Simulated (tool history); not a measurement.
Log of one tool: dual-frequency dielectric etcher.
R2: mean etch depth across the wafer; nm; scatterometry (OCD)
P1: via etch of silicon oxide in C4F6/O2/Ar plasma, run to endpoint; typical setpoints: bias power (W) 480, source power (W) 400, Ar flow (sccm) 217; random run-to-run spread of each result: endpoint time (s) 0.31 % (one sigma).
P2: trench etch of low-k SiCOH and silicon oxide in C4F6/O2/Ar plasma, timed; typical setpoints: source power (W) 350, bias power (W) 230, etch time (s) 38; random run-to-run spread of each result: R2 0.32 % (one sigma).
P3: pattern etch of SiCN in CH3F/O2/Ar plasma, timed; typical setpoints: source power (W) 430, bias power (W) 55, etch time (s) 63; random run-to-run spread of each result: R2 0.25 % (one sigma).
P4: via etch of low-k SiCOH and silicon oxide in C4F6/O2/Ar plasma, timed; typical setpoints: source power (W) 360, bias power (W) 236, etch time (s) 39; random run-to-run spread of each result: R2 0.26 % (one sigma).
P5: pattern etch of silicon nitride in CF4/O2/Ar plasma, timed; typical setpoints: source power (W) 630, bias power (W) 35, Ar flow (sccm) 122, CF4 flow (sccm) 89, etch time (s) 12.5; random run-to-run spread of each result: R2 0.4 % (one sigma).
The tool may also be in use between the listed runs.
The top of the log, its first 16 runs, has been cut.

Run 17, day 7.621: process that ran P4, bias power (W) 236, source power (W) 360, etch time (s) 39. Result: R2 105.77 nm.
Run 18, day 8.075: process that ran P4, bias power (W) 236, source power (W) 240, etch time (s) 39. Result: R2 90.22 nm.
Run 19, day 8.496: process that ran P2, bias power (W) 230, source power (W) 350, etch time (s) 38. Result: R2 125.3 nm.
Run 20, day 9.125: process that ran P3, bias power (W) 45, source power (W) 430, etch time (s) 63. Result: R2 21.294 nm.
Run 21, day 9.642: process that ran P1, bias power (W) 356, source power (W) 400, Ar flow (sccm) 217. Result: endpoint time (s) 29.688.
Run 22, day 10.25: process that ran P5, bias power (W) 35, source power (W) 630, Ar flow (sccm) 100, etch time (s) 12.5, CF4 flow (sccm) 89. Result: R2 25.892 nm.
Run 23, day 10.554: process that ran P1, bias power (W) 480, source power (W) 400, Ar flow (sccm) 257. Result: endpoint time (s) 27.035.
Run 24, day 11.104: process that ran P1, bias power (W) 559, source power (W) 400, Ar flow (sccm) 151. Result: endpoint time (s) 24.154.

Run 25 has not been measured yet. What should we expect?
Run 25, day 11.446: process that ran P1, bias power (W) 480, source power (W) 400, Ar flow (sccm) 217. Result: endpoint time (s) ?.

{"run 25": {"endpoint time (s)": 26.414}}
